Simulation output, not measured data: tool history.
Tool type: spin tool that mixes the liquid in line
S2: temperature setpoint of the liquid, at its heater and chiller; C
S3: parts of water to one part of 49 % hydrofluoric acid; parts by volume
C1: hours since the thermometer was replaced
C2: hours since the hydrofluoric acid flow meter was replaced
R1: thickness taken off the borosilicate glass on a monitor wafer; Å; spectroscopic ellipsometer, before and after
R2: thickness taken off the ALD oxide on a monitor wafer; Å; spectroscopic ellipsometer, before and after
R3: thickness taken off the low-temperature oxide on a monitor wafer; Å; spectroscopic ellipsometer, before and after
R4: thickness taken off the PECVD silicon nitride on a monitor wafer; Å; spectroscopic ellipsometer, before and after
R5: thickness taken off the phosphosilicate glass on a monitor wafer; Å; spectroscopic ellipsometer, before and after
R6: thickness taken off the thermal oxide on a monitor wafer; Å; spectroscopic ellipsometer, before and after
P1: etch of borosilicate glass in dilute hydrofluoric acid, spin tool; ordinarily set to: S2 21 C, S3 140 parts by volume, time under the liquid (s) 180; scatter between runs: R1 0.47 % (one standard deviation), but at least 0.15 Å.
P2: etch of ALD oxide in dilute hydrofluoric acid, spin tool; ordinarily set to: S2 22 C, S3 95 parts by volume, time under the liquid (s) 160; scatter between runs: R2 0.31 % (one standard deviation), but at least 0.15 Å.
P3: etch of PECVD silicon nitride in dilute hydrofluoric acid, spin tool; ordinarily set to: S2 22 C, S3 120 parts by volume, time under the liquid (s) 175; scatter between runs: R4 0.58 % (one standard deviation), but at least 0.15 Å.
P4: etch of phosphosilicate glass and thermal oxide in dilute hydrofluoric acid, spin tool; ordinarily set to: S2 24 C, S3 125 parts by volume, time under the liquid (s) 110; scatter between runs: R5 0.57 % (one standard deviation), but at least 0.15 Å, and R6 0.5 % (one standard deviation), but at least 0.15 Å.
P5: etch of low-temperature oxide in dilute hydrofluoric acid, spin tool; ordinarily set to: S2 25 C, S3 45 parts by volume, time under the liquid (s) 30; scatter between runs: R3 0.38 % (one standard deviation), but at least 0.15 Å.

run 1 hour=13.1 | process_that_ran=P1 S2=21 S3=140 time_under_the_liquid_(s)=180 | C1=242.1 C2=904.8 | R1=179.03
run 2 hour=23.7 | process_that_ran=P2 S2=22 S3=95 time_under_the_liquid_(s)=160 | C1=252.7 C2=915.4 | R2=155.37
run 3 hour=30.2 | process_that_ran=P5 S2=25 S3=45 time_under_the_liquid_(s)=30 | C1=259.2 C2=921.9 | R3=257.24
run 4 hour=40.8 | process_that_ran=P1 S2=28 S3=140 time_under_the_liquid_(s)=180 | C1=269.8 C2=932.5 | R1=236.26
run 5 hour=52.7 | process_that_ran=P1 S2=21 S3=140 time_under_the_liquid_(s)=180 | C1=281.7 C2=944.4 | R1=177.86
run 6 hour=59.3 | process_that_ran=P1 S2=28 S3=195 time_under_the_liquid_(s)=180 | C1=288.3 C2=951 | R1=157
run 7 hour=72.7 | process_that_ran=P1 S2=21 S3=140 time_under_the_liquid_(s)=180 | C1=301.7 C2=964.4 | R1=177.12
run 8 hour=79.1 | process_that_ran=P3 S2=30 S3=120 time_under_the_liquid_(s)=175 | C1=308.1 C2=970.8 | R4=85.952
run 9 hour=90.6 | process_that_ran=P2 S2=17 S3=95 time_under_the_liquid_(s)=160 | C1=319.6 C2=982.3 | R2=127.52
run 10 hour=98.2 | process_that_ran=P5 S2=32.5 S3=45 time_under_the_liquid_(s)=30 | C1=327.2 C2=989.9 | R3=346.99
run 11 hour=107.1 | process_that_ran=P1 S2=21 S3=140 time_under_the_liquid_(s)=180 | C1=336.1 C2=998.8 | R1=178.3
run 12 hour=113.9 | process_that_ran=P4 S2=24 S3=125 time_under_the_liquid_(s)=110 | C1=342.9 C2=1005.6 | R5=536.39 R6=41.213
run 13 hour=126.8 | process_that_ran=P2 S2=22 S3=145 time_under_the_liquid_(s)=160 | C1=355.8 C2=1018.5 | R2=95.692
run 14 hour=135.5 | process_that_ran=P5 S2=25 S3=45 time_under_the_liquid_(s)=15 | C1=364.5 C2=1027.2 | R3=128.42
run 15 hour=145.5 | process_that_ran=P5 S2=25 S3=25 time_under_the_liquid_(s)=30 | C1=374.5 C2=1037.2 | R3=476.1
run 16 hour=156.1 | process_that_ran=P1 S2=21 S3=55 time_under_the_liquid_(s)=180 | C1=385.1 C2=1047.8 | R1=500.84
run 17 hour=163.2 | process_that_ran=P4 S2=24 S3=190 time_under_the_liquid_(s)=110 | C1=392.2 C2=1054.9 | R5=327.93 R6=25.209
run 18 hour=175.8 | process_that_ran=P1 S2=17 S3=140 time_under_the_liquid_(s)=180 | C1=404.8 C2=1067.5 | R1=153.27
run 19 hour=186.8 | process_that_ran=P3 S2=22 S3=120 time_under_the_liquid_(s)=175 | C1=415.8 C2=1078.5 | R4=51.211
run 20 hour=197.6 | process_that_ran=P3 S2=22 S3=120 time_under_the_liquid_(s)=30 | C1=426.6 C2=1089.3 | R4=8.6824
run 21 hour=207.8 | process_that_ran=P1 S2=21 S3=140 time_under_the_liquid_(s)=325 | C1=436.8 C2=1099.5 | R1=320.01
run 22 hour=214.6 | process_that_ran=P1 S2=21 S3=55 time_under_the_liquid_(s)=325 | C1=443.6 C2=1106.3 | R1=910.83
run 23 hour=224.8 | process_that_ran=P1 S2=21 S3=140 time_under_the_liquid_(s)=25 | C1=453.8 C2=1116.5 | R1=24.745
run 24 hour=233.3 | process_that_ran=P2 S2=22 S3=95 time_under_the_liquid_(s)=15 | C1=462.3 C2=1125 | R2=14.677
run 25 hour=245.8 | process_that_ran=P4 S2=24 S3=125 time_under_the_liquid_(s)=110 | C1=474.8 C2=1137.5 | R5=534.81 R6=41.585
run 26 hour=256.3 | process_that_ran=P4 S2=18.5 S3=125 time_under_the_liquid_(s)=110 | C1=485.3 C2=1148 | R5=430.97 R6=32.796
run 27 hour=265.3 | process_that_ran=P1 S2=21 S3=140 time_under_the_liquid_(s)=180 | C1=494.3 C2=1157 | R1=178.33
run 28 hour=277.5 | process_that_ran=P1 S2=21 S3=240 time_under_the_liquid_(s)=180 | C1=506.5 C2=1169.2 | R1=93.878
run 29 hour=285.7 | process_that_ran=P4 S2=24 S3=125 time_under_the_liquid_(s)=160 | C1=514.7 C2=1177.4 | R5=794.17 R6=59.688
run 30 hour=291.6 | process_that_ran=P5 S2=25 S3=45 time_under_the_liquid_(s)=30 | C1=520.6 C2=1183.3 | R3=256.51

Run 31 is up next; what results do you expect?
run 31 hour=299 | process_that_ran=P3 S2=22 S3=70 time_under_the_liquid_(s)=175 | C1=528 C2=1190.7 | R4=?

{"run 31": {"R4": 87.183}}
